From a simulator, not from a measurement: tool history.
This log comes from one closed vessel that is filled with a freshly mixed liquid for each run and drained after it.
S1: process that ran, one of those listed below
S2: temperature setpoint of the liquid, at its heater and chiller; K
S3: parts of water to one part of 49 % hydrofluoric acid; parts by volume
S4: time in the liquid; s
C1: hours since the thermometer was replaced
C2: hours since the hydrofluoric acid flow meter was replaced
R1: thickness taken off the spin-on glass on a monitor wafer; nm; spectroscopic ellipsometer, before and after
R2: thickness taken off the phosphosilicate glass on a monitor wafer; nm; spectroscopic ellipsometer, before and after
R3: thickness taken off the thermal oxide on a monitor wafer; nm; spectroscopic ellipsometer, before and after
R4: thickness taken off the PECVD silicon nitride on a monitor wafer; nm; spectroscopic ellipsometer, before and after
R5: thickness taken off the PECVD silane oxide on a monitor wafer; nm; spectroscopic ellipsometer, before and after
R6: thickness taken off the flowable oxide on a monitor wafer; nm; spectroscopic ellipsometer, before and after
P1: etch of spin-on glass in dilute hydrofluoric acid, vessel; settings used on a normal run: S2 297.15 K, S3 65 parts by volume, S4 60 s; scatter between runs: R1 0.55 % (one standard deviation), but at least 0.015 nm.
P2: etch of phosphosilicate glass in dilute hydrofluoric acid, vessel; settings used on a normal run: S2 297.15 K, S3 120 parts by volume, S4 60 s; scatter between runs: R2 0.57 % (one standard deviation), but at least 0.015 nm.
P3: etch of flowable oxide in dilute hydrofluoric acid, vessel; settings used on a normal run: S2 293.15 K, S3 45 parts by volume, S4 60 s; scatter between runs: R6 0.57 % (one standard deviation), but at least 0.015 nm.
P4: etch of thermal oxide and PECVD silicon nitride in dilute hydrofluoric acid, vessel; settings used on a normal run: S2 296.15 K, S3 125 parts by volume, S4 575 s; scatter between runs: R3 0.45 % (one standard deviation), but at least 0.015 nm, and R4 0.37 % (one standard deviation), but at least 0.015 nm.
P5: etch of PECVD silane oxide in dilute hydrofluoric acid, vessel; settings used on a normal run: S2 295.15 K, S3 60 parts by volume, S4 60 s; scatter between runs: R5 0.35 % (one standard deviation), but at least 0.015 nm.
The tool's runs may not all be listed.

Run 1, hour 5.3: S1 P1, S2 297.15 K, S3 65 parts by volume, S4 60 s; C1 383.9; C2 166.7. Result: R1 25.353 nm.
Run 2, hour 8.9: S1 P2, S2 297.15 K, S3 165 parts by volume, S4 60 s; C1 387.5; C2 170.3. Result: R2 26.701 nm.
Run 3, hour 14.4: S1 P2, S2 297.15 K, S3 120 parts by volume, S4 90 s; C1 393; C2 175.8. Result: R2 57.788 nm.
Run 4, hour 17.9: S1 P1, S2 297.15 K, S3 65 parts by volume, S4 30 s; C1 396.5; C2 179.3. Result: R1 12.639 nm.
Run 5, hour 24.1: S1 P4, S2 302.15 K, S3 125 parts by volume, S4 575 s; C1 402.7; C2 185.5. Result: R3 27.521 nm, R4 32.955 nm.
Run 6, hour 28: S1 P1, S2 297.15 K, S3 65 parts by volume, S4 115 s; C1 406.6; C2 189.4. Result: R1 48.845 nm.
Run 7, hour 32.8: S1 P1, S2 297.15 K, S3 65 parts by volume, S4 60 s; C1 411.4; C2 194.2. Result: R1 25.466 nm.
Run 8, hour 36.9: S1 P2, S2 292.15 K, S3 120 parts by volume, S4 60 s; C1 415.5; C2 198.3. Result: R2 31.491 nm.
Run 9, hour 43: S1 P5, S2 295.15 K, S3 60 parts by volume, S4 30 s; C1 421.6; C2 204.4. Result: R5 11.479 nm.
Run 10, hour 48.4: S1 P1, S2 297.15 K, S3 30 parts by volume, S4 60 s; C1 427; C2 209.8. Result: R1 58.113 nm.
Run 11, hour 51.3: S1 P1, S2 297.15 K, S3 100 parts by volume, S4 60 s; C1 429.9; C2 212.7. Result: R1 15.79 nm.
Run 12, hour 57.9: S1 P1, S2 297.15 K, S3 65 parts by volume, S4 60 s; C1 436.5; C2 219.3. Result: R1 25.151 nm.
Run 13, hour 63.2: S1 P3, S2 293.15 K, S3 45 parts by volume, S4 100 s; C1 441.8; C2 224.6. Result: R6 122.72 nm.
Run 14, hour 67.1: S1 P5, S2 302.65 K, S3 60 parts by volume, S4 60 s; C1 445.7; C2 228.5. Result: R5 31.142 nm.
Run 15, hour 72.4: S1 P3, S2 293.15 K, S3 30 parts by volume, S4 60 s; C1 451; C2 233.8. Result: R6 112.47 nm.
Run 16, hour 78.3: S1 P1, S2 297.15 K, S3 65 parts by volume, S4 60 s; C1 456.9; C2 239.7. Result: R1 25.412 nm.
Run 17, hour 81.3: S1 P5, S2 295.15 K, S3 60 parts by volume, S4 60 s; C1 459.9; C2 242.7. Result: R5 22.964 nm.
Run 18, hour 85.7: S1 P5, S2 295.15 K, S3 35 parts by volume, S4 60 s; C1 464.3; C2 247.1. Result: R5 40.871 nm.
Run 19, hour 88.8: S1 P4, S2 296.15 K, S3 60 parts by volume, S4 575 s; C1 467.4; C2 250.2. Result: R3 48.999 nm, R4 45.945 nm.
Run 20, hour 92.5: S1 P1, S2 291.15 K, S3 65 parts by volume, S4 60 s; C1 471.1; C2 253.9. Result: R1 19.612 nm.
Run 21, hour 98.5: S1 P1, S2 297.15 K, S3 65 parts by volume, S4 60 s; C1 477.1; C2 259.9. Result: R1 25.607 nm.
Run 22, hour 101.6: S1 P1, S2 301.65 K, S3 65 parts by volume, S4 30 s; C1 480.2; C2 263. Result: R1 15.247 nm.
Run 23, hour 106.3: S1 P4, S2 296.15 K, S3 125 parts by volume, S4 300 s; C1 484.9; C2 267.7. Result: R3 11.371 nm, R4 11.635 nm.
Run 24, hour 111.6: S1 P3, S2 293.15 K, S3 45 parts by volume, S4 60 s; C1 490.2; C2 273. Result: R6 74.013 nm.
Run 25, hour 116.9: S1 P4, S2 296.15 K, S3 125 parts by volume, S4 575 s; C1 495.5; C2 278.3. Result: R3 21.696 nm, R4 22.373 nm.
Run 26, hour 119.7: S1 P2, S2 297.15 K, S3 120 parts by volume, S4 60 s; C1 498.3; C2 281.1. Result: R2 38.554 nm.
Run 27, hour 122.9: S1 P3, S2 290.15 K, S3 45 parts by volume, S4 60 s; C1 501.5; C2 284.3. Result: R6 64.455 nm.
Run 28, hour 126.6: S1 P1, S2 303.65 K, S3 65 parts by volume, S4 60 s; C1 505.2; C2 288. Result: R1 32.708 nm.
Run 29, hour 132.6: S1 P1, S2 293.15 K, S3 65 parts by volume, S4 95 s; C1 511.2; C2 294. Result: R1 34.169 nm.
Run 30, hour 139.2: S1 P1, S2 297.15 K, S3 65 parts by volume, S4 60 s; C1 517.8; C2 300.6. Result: R1 25.43 nm.
Run 31, hour 143.8: S1 P1, S2 297.15 K, S3 65 parts by volume, S4 60 s; C1 522.4; C2 305.2. Result: R1 26.208 nm.
Run 32, hour 147.6: S1 P1, S2 297.15 K, S3 65 parts by volume, S4 60 s; C1 526.2; C2 309. Result: R1 26.469 nm.
Run 33, hour 152.6: S1 P1, S2 297.15 K, S3 65 parts by volume, S4 60 s; C1 531.2; C2 314. Result: R1 26.891 nm.
Run 34, hour 156.5: S1 P1, S2 297.15 K, S3 65 parts by volume, S4 60 s; C1 535.1; C2 317.9. Result: R1 26.676 nm.
Run 35, hour 162.5: S1 P1, S2 297.15 K, S3 65 parts by volume, S4 60 s; C1 541.1; C2 323.9. Result: R1 27.271 nm.
Run 36, hour 168.4: S1 P1, S2 297.15 K, S3 65 parts by volume, S4 60 s; C1 547; C2 329.8. Result: R1 27.129 nm.
Run 37, hour 173.4: S1 P1, S2 297.15 K, S3 65 parts by volume, S4 60 s; C1 552; C2 334.8. Result: R1 27.147 nm.

Run 38 has not been measured yet. What should we expect?
Run 38, hour 177.2: S1 P1, S2 297.15 K, S3 65 parts by volume, S4 60 s; C1 555.8; C2 338.6. Result: R1 ?.

{"run 38": {"R1": 27.293}}
